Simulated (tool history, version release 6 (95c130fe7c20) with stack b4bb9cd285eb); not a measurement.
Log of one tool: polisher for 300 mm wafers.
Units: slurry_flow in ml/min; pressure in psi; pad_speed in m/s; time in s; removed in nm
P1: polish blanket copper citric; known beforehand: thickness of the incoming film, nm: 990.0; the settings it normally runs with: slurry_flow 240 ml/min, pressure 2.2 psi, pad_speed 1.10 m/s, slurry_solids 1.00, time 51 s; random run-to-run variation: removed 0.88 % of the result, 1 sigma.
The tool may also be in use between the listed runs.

run 1 hour=11.4 | slurry_flow=240 pressure=2.2 pad_speed=1.10 slurry_solids=1.00 time=51 | removed=96.934
run 2 hour=20.0 | slurry_flow=240 pressure=2.2 pad_speed=1.10 slurry_solids=1.00 time=51 | removed=97.414
run 3 hour=31.8 | slurry_flow=240 pressure=2.2 pad_speed=1.10 slurry_solids=0.70 time=51 | removed=90.387
run 4 hour=46.5 | slurry_flow=240 pressure=2.2 pad_speed=1.74 slurry_solids=1.00 time=51 | removed=153.380
run 5 hour=56.7 | slurry_flow=240 pressure=2.2 pad_speed=1.10 slurry_solids=1.00 time=51 | removed=98.423
run 6 hour=72.4 | slurry_flow=240 pressure=1.0 pad_speed=1.10 slurry_solids=1.00 time=51 | removed=46.012
run 7 hour=84.1 | slurry_flow=240 pressure=3.4 pad_speed=1.10 slurry_solids=1.00 time=51 | removed=150.060
run 8 hour=93.5 | slurry_flow=240 pressure=2.2 pad_speed=0.50 slurry_solids=1.00 time=51 | removed=45.933
run 9 hour=102.9 | slurry_flow=240 pressure=2.2 pad_speed=1.10 slurry_solids=1.00 time=80 | removed=152.500
-- hour=108.1 worn pad replaced by a new one
run 10 hour=109.9 | slurry_flow=240 pressure=2.2 pad_speed=1.10 slurry_solids=1.00 time=51 | removed=99.195
run 11 hour=123.3 | slurry_flow=145 pressure=2.2 pad_speed=1.10 slurry_solids=1.00 time=51 | removed=90.214
run 12 hour=134.1 | slurry_flow=240 pressure=2.2 pad_speed=1.10 slurry_solids=1.00 time=51 | removed=98.841
run 13 hour=142.9 | slurry_flow=240 pressure=2.2 pad_speed=1.10 slurry_solids=1.00 time=51 | removed=97.119
run 14 hour=152.8 | slurry_flow=240 pressure=3.0 pad_speed=1.58 slurry_solids=1.00 time=51 | removed=189.020
run 15 hour=166.2 | slurry_flow=240 pressure=2.2 pad_speed=1.10 slurry_solids=1.00 time=23 | removed=43.807
run 16 hour=178.8 | slurry_flow=240 pressure=2.2 pad_speed=1.10 slurry_solids=1.45 time=51 | removed=105.560
run 17 hour=185.7 | slurry_flow=240 pressure=2.2 pad_speed=1.10 slurry_solids=1.00 time=51 | removed=97.963
run 18 hour=200.2 | slurry_flow=315 pressure=2.2 pad_speed=1.10 slurry_solids=1.00 time=51 | removed=100.210
run 19 hour=207.0 | slurry_flow=240 pressure=2.2 pad_speed=1.10 slurry_solids=1.00 time=51 | removed=96.940
run 20 hour=215.6 | slurry_flow=240 pressure=2.2 pad_speed=1.10 slurry_solids=1.00 time=51 | removed=96.652
run 21 hour=227.3 | slurry_flow=240 pressure=2.2 pad_speed=1.10 slurry_solids=1.00 time=51 | removed=92.275
run 22 hour=235.8 | slurry_flow=240 pressure=2.2 pad_speed=1.10 slurry_solids=1.00 time=51 | removed=93.296
run 23 hour=245.0 | slurry_flow=240 pressure=2.2 pad_speed=1.10 slurry_solids=1.00 time=51 | removed=91.285
run 24 hour=259.4 | slurry_flow=240 pressure=2.2 pad_speed=1.10 slurry_solids=1.00 time=51 | removed=90.825
-- hour=260.2 worn pad replaced by a new one
-- hour=261.5 head pressure recalibrated
run 25 hour=268.6 | slurry_flow=240 pressure=2.2 pad_speed=1.10 slurry_solids=1.00 time=51 | removed=91.163
run 26 hour=277.3 | slurry_flow=240 pressure=2.2 pad_speed=1.10 slurry_solids=1.00 time=51 | removed=91.023
run 27 hour=289.7 | slurry_flow=240 pressure=2.2 pad_speed=1.10 slurry_solids=1.00 time=51 | removed=89.739

Compared with where it was, what P1 gives has crept away. Each cause listed below fits the log as well as the rest, at the size given for it:
A: slurry flow missing at the pad, % = 39.9
B: abrasive missing from the slurry, % = 29.3
Onset of the creep was near hour 207.0.
What rules out each remaining cause:
removal rate lost through wear of the pad, %: work on it at hour 260.2, done after the drift set in, did not restore what the process gave before
head's pressure below its setpoint, %: work on it at hour 261.5, done after the drift set in, did not restore what the process gave before

Which of the check runs below tells the causes apart, meaning the causes would give it clearly different results? Each run uses 3 wafers whose results are averaged, and each result is shown as a question mark.
run check 1 hour=302.1 | slurry_flow=240 pressure=2.2 pad_speed=1.10 slurry_solids=1.40 time=77 | removed=?
run check 2 hour=302.1 | slurry_flow=145 pressure=2.2 pad_speed=1.44 slurry_solids=1.00 time=51 | removed=?
run check 3 hour=302.1 | slurry_flow=240 pressure=2.2 pad_speed=1.54 slurry_solids=1.00 time=79 | removed=?
run check 4 hour=302.1 | slurry_flow=240 pressure=3.4 pad_speed=1.10 slurry_solids=1.00 time=35 | removed=?

How each check would come out, cause by cause:
check=check_1 result=removed if_A=147.740 if_B=147.300
check=check_2 result=removed if_A=105.410 if_B=110.000
check=check_3 result=removed if_A=195.490 if_B=195.490
check=check_4 result=removed if_A=95.417 if_B=95.416
Per check, the gap between the least separated pair of causes, taken in the result that splits them most: check 1 0.3 %; check 2 4.25 %; check 3 0 %; check 4 0 %
The causes can be told apart only by check 2. The other checks would give nearly the same results under each of them.

Then check 2 was run and gave: removed 104.830 nm. Which cause is it?

The cause is A: slurry flow missing at the pad, %.
